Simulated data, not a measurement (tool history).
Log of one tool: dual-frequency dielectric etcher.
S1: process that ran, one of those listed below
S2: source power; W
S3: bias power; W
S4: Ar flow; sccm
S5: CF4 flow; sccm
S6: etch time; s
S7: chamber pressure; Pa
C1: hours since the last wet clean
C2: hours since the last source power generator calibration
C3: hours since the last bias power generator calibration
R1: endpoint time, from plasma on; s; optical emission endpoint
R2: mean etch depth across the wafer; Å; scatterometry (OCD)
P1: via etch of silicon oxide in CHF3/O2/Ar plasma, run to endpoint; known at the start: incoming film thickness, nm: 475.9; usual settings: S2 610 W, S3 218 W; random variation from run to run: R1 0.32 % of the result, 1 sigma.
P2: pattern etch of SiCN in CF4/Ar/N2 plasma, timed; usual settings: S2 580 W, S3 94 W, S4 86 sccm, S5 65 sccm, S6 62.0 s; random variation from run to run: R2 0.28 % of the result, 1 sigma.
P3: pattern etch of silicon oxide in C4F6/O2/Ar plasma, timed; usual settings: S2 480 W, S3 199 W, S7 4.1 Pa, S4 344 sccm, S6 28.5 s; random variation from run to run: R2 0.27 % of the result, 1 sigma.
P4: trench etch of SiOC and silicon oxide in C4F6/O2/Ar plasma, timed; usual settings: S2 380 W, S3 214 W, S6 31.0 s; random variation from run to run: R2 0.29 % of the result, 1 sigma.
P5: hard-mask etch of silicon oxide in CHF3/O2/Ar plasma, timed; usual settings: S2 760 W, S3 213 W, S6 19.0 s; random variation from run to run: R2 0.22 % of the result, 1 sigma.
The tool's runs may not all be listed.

run	day	S1	S2	S3	S4	S5	S6	S7	C1	C2	C3	R1	R2
1	0.238	P1	610	218					186.9	2396.6	2008.4	225.43	
2	0.625	P2	580	94	86	65	84.0		196.2	2405.9	2017.7		1016.90
3	0.883	P1	610	218					202.4	2412.1	2023.9	225.74	
4	1.162	P1	610	218					209.1	2418.8	2030.6	226.55	
5	1.558	P1	610	218					218.6	2428.3	2040.1	226.65	
6	1.871	P1	610	134					226.1	2435.8	2047.6	265.87	
7	2.125	P3	480	199	344		40.0	4.1	232.2	2441.9	2053.7		1396.30
8	2.329	P5	1070	213			19.0		237.1	2446.8	2058.6		493.58
9	2.567	P1	610	218					242.8	2452.5	2064.3	227.12	
10	2.750	P2	580	94	86	51	62.0		247.2	2456.9	2068.7		730.45
11	3.012	P1	810	218					253.5	2463.2	2075.0	202.48	
12	3.212	P4	380	214			31.0		258.3	2468.0	2079.8		653.77
13	3.417	P2	410	94	86	65	62.0		263.2	2472.9	2084.7		555.90
14	3.612	P1	610	263					267.9	2477.6	2089.4	211.22	
15	3.967	P4	380	214			22.0		276.4	2486.1	2097.9		463.08
16	4.217	P5	760	213			26.0		282.4	2492.1	2103.9		592.39
17	4.558	P4	380	300			31.0		290.6	2500.3	2112.1		733.49
18	4.850	P3	310	199	344		28.5	4.1	297.6	2507.3	2119.1		840.54
19	5.262	P2	580	126	86	65	62.0		307.5	2517.2	2129.0		841.32
20	5.667	P3	480	199	344		28.5	4.1	317.2	2526.9	2138.7		996.65
21	5.871	P5	760	213			19.0		322.1	2531.8	2143.6		433.12
22	6.100	P1	500	218					327.6	2537.3	2149.1	243.43	
# day 6.388: bias power generator calibrated
23	6.421	P1	610	218					335.3	2545.0	0.9	225.87	
24	6.621	P2	580	94	118	65	62.0		340.1	2549.8	5.7		722.73
25	6.917	P1	830	292					347.2	2556.9	12.8	182.12	
26	7.204	P1	610	218					354.1	2563.8	19.7	226.21	
27	7.504	P1	390	285					361.3	2571.0	26.9	243.09	
28	7.738	P3	480	199	412		28.5	4.1	366.9	2576.6	32.5		974.61
29	7.925	P4	380	214			31.0		371.4	2581.1	37.0		652.60
30	8.179	P2	580	94	86	65	62.0		377.5	2587.2	43.1		753.19
31	8.458	P5	760	136			19.0		384.2	2593.9	49.8		375.60
32	8.804	P5	760	213			19.0		392.5	2602.2	58.1		434.91

The next listed run, before its measurement:
33	9.104	P4	260	214			31.0		399.7	2609.4	65.3		?

{"run 33": {"R2": 566.14}}
